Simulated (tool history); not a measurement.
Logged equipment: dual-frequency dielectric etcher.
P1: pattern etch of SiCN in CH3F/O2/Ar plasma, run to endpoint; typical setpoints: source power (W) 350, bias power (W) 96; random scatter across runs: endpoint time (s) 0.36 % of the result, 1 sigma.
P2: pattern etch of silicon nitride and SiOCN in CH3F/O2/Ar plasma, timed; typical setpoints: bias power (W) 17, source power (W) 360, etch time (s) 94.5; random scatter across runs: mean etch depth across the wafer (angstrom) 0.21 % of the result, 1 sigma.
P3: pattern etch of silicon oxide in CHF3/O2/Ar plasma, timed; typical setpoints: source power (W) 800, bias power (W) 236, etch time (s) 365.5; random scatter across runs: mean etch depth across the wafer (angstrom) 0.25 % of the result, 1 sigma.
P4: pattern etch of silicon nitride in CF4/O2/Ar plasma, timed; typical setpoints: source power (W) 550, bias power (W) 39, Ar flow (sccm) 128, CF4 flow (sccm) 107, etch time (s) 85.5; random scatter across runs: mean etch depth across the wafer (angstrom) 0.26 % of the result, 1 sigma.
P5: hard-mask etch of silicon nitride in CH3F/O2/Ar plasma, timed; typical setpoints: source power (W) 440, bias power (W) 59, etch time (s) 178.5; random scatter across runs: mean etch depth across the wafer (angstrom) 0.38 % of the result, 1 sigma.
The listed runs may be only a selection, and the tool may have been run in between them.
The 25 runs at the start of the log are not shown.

run,day,process that ran,source power (W),bias power (W),Ar flow (sccm),CF4 flow (sccm),etch time (s),hours since the last wet clean,hours since the last source power generator calibration,hours since the last bias power generator calibration,endpoint time (s),mean etch depth across the wafer (angstrom)
26,15.083,P4,550,39,128,107,85.5,618.0,1411.1,2217.9,,1590.100
27,15.579,P1,350,96,,,,629.9,1423.0,2229.8,22.101,
# day 16.167: bias power generator calibrated
28,16.304,P3,800,236,,,365.5,647.3,1440.4,3.4,,8960.200
29,16.704,P4,550,39,128,107,85.5,656.9,1450.0,13.0,,1601.900
30,17.096,P1,350,96,,,,666.3,1459.4,22.4,22.018,
31,17.767,P2,360,17,,,94.5,682.4,1475.5,38.5,,106.860
32,18.383,P1,350,96,,,,697.2,1490.3,53.3,21.872,
33,18.850,P1,350,96,,,,708.4,1501.5,64.5,22.115,
34,19.604,P1,350,96,,,,726.5,1519.6,82.6,22.134,
35,20.025,P1,350,96,,,,736.6,1529.7,92.7,22.307,

Run 36, settings as shown, results not yet in. Your forecast:
36,20.829,P1,350,96,,,,755.9,1549.0,112.0,?,

endpoint time (s): 22.265

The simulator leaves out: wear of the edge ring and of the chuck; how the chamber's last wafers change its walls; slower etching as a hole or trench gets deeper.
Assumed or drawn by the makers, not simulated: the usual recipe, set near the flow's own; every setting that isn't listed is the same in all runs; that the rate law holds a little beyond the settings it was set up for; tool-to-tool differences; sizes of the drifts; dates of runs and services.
